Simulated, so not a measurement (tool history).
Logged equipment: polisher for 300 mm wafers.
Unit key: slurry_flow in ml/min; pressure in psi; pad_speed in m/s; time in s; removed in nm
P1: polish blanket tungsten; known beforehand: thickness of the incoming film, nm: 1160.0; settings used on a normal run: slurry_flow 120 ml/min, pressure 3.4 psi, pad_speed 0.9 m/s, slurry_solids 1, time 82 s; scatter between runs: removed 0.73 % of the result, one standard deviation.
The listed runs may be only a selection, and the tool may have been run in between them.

run	hour	slurry_flow	pressure	pad_speed	slurry_solids	time	removed
1	12.6	120	3.4	0.9	1	82	376.88
2	27.7	70	3.4	0.9	1	82	329.28
3	41.9	120	3.4	0.4	1	82	168.95
4	53.7	120	3.4	1.38	1	82	574.52
5	68.7	120	5.3	0.9	1	82	588.89
6	76	120	1.8	0.9	1	82	198.94
7	82.9	120	3.4	0.9	1	125	572.99
8	93.6	120	3.4	0.9	1	82	373.84
9	108.1	120	3.4	0.9	0.5	82	324.53
10	121.6	90	3.4	0.9	1.2	82	369.91
11	132.9	120	3.4	0.9	1	82	375.93
12	146.5	120	3.4	0.9	1.5	82	412.38
13	153.7	120	3.4	0.9	1	82	375.69
14	165.3	170	3.4	0.9	1	82	400.58
15	176.8	120	3.4	0.9	1	49	224.06
16	189.1	120	3.4	0.9	1	82	376.64
17	204	120	3.4	0.9	1	82	350.59
18	214.7	120	3.4	0.9	1	82	338.98
19	224	120	3.4	0.9	1	82	341.05
20	233.2	120	3.4	0.9	1	82	335

Predict the results of run 21:
# hour 235.7: worn pad replaced by a new one
# hour 237: slurry blender recalibrated
# hour 240.3: slurry tank refilled with fresh slurry and peroxide
21	246.2	120	3.4	0.9	1	82	?

For run 21 the tool returned removed 336.87 nm.

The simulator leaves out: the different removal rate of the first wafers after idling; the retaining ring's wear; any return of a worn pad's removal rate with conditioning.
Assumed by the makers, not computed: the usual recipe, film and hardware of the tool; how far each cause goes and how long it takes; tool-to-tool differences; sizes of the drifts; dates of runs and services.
